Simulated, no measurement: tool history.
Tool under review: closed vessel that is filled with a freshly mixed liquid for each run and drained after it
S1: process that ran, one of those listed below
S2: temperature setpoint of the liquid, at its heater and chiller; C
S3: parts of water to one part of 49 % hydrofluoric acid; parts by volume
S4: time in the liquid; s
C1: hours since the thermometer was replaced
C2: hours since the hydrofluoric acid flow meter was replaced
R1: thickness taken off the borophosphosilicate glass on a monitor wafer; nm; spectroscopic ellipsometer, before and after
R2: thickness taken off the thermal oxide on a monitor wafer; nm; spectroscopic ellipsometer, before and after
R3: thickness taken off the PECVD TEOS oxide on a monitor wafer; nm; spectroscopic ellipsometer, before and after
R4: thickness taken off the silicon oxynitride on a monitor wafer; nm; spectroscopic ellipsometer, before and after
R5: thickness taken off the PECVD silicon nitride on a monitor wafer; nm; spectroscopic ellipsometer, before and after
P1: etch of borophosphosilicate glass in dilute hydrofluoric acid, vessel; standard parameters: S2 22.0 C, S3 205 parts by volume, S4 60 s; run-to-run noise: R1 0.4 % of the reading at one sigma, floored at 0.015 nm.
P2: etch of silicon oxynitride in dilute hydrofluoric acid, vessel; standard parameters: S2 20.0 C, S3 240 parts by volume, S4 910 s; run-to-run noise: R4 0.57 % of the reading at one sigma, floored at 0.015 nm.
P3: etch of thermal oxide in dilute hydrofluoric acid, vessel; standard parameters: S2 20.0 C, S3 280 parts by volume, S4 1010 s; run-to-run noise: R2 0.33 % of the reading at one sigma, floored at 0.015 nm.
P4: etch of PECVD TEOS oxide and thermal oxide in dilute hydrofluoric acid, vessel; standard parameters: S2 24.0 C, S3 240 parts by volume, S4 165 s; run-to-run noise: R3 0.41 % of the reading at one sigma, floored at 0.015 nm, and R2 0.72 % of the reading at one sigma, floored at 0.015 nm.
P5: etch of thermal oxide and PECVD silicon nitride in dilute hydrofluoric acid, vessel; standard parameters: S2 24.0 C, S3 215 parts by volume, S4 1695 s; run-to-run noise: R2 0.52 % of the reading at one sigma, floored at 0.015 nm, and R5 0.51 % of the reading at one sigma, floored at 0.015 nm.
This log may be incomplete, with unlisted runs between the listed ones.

run     day  S1    S2   S3    S4      C1      C2       R1        R2       R3      R4        R5
  1   0.242  P1  22.0  205    60   699.5  1141.5  11.7580
  2   0.562  P3  20.0  410  1010   707.2  1149.2             7.7675
  3   0.771  P1  22.0  275    30   712.2  1154.2   4.0255
  4   1.208  P1  22.0  205    60   722.7  1164.7  11.6990
  5   1.554  P4  24.0  240   325   731.0  1173.0             5.8751  18.8270
  6   1.933  P3  20.0  280  1745   740.1  1182.1            22.0820
  7   2.175  P1  17.0  205    60   745.9  1187.9   9.7723
  8   2.408  P2  20.0  130   910   751.5  1193.5                              8.3185
  9   2.721  P2  20.0  240  1780   759.0  1201.0                              8.2477
 10   3.012  P1  22.0  205    30   766.0  1208.0   5.7963
 11   3.454  P5  31.5  215  1695   776.6  1218.6            42.7910                   23.71200
 12   3.796  P1  22.0  205    60   784.8  1226.8  11.6790
 13   4.221  P5  24.0  215  1695   795.0  1237.0            32.7300                   15.12100
 14   4.654  P4  24.0  240   165   805.4  1247.4             2.9882   9.6100
 15   5.012  P3  20.0  280  1010   814.0  1256.0            12.7100
 16   5.458  P1  27.0   75    60   824.7  1266.7  45.3450
 17   5.862  P1  30.0  205    60   834.4  1276.4  15.6380
 18   6.079  P4  20.0  240   165   839.6  1281.6             2.5564   8.3030
 19   6.292  P1  22.0  205    60   844.7  1286.7  11.7170
 20   6.625  P1  22.0  205    90   852.7  1294.7  17.4500
 21   6.925  P2  20.0  240   910   859.9  1301.9                              4.2302
 22   7.383  P5  24.0   60  1695   870.9  1312.9           140.8800                   53.09100
 23   7.629  P3  26.5  280  1010   876.8  1318.8            16.1230
 24   7.954  P1  22.0  205    60   884.6  1326.6  11.8230
 25   8.167  P5  24.0  215  1695   889.7  1331.7            32.9480                   15.09700
 26   8.412  P1  22.0   40    60   895.6  1337.6  72.2320
 27   8.846  P4  24.0  240   165   906.0  1348.0             2.9423   9.5891
 28   9.092  P2  26.5  240   910   911.9  1353.9                              5.6397
 29   9.438  P5  24.0  215    30   920.2  1362.2             0.5745                    0.25422
 30   9.800  P1  22.0  205    60   928.9  1370.9  11.6530
 31  10.025  P1  22.0  360    60   934.3  1376.3   5.7452
 32  10.229  P4  24.0  380   165   939.2  1381.2             1.6326   5.2848
 33  10.550  P1  22.0  205    60   946.9  1388.9  11.6890
 34  10.900  P1  22.0  205    60   955.3  1397.3  11.9570
 35  11.171  P1  22.0  205    60   961.8  1403.8  12.2320
 36  11.475  P1  22.0  205    60   969.1  1411.1  12.2880
 37  11.892  P1  22.0  205    60   979.1  1421.1  12.3020
 38  12.150  P1  22.0  205    60   985.3  1427.3  12.4300
 39  12.583  P1  22.0  205    60   995.7  1437.7  12.4180
 40  12.800  P1  22.0  205    60  1000.9  1442.9  12.4320
 41  13.179  P1  22.0  205    60  1010.0  1452.0  12.4690
 42  13.467  P1  22.0  205    60  1016.9  1458.9  12.4030
 43  13.667  P1  22.0  205    60  1021.7  1463.7  12.5000

Something has made what P1 gives creep away from where it was; the 2 causes below, each at its own stated size, fit the log equally well:
A: liquid hotter than its thermometer reads (K) = 1.65
B: hydrofluoric acid flow above the setpoint (%) = 5.22
The gradual shift began around day 10.550.

Listed below are the offered check runs, one wafer per run, with question marks in place of results. For which of them would the causes give clearly different outcomes?
check 1  13.867  P2  26.0  240  1605                       ?
check 2  13.867  P5  30.5  110  1695               ?           ?
check 3  13.867  P4  24.0  240   320               ?   ?
check 4  13.867  P3  23.5  280  1010               ?

Check results expected under each cause:
  check  result      if A      if B
check 1      R4   10.3690   10.2680
check 2      R2   97.9330   97.7440
check 2      R5  49.13300  46.71400
check 3      R2    6.1058    6.1326
check 3      R3   19.7570   19.8430
check 4      R2   15.3270   15.4320
Distance between the nearest two causes, measured in the result of the check that separates them most: check 1 0.98 %; check 2 5.05 %; check 3 0.44 %; check 4 0.68 %
Only check 2 tells the causes apart: in the others they would give nearly the same result.

Here is what check 2 returned: R2 98.3060 nm; R5 49.19200 nm. Which cause is it?

A is the cause: liquid hotter than its thermometer reads (K).
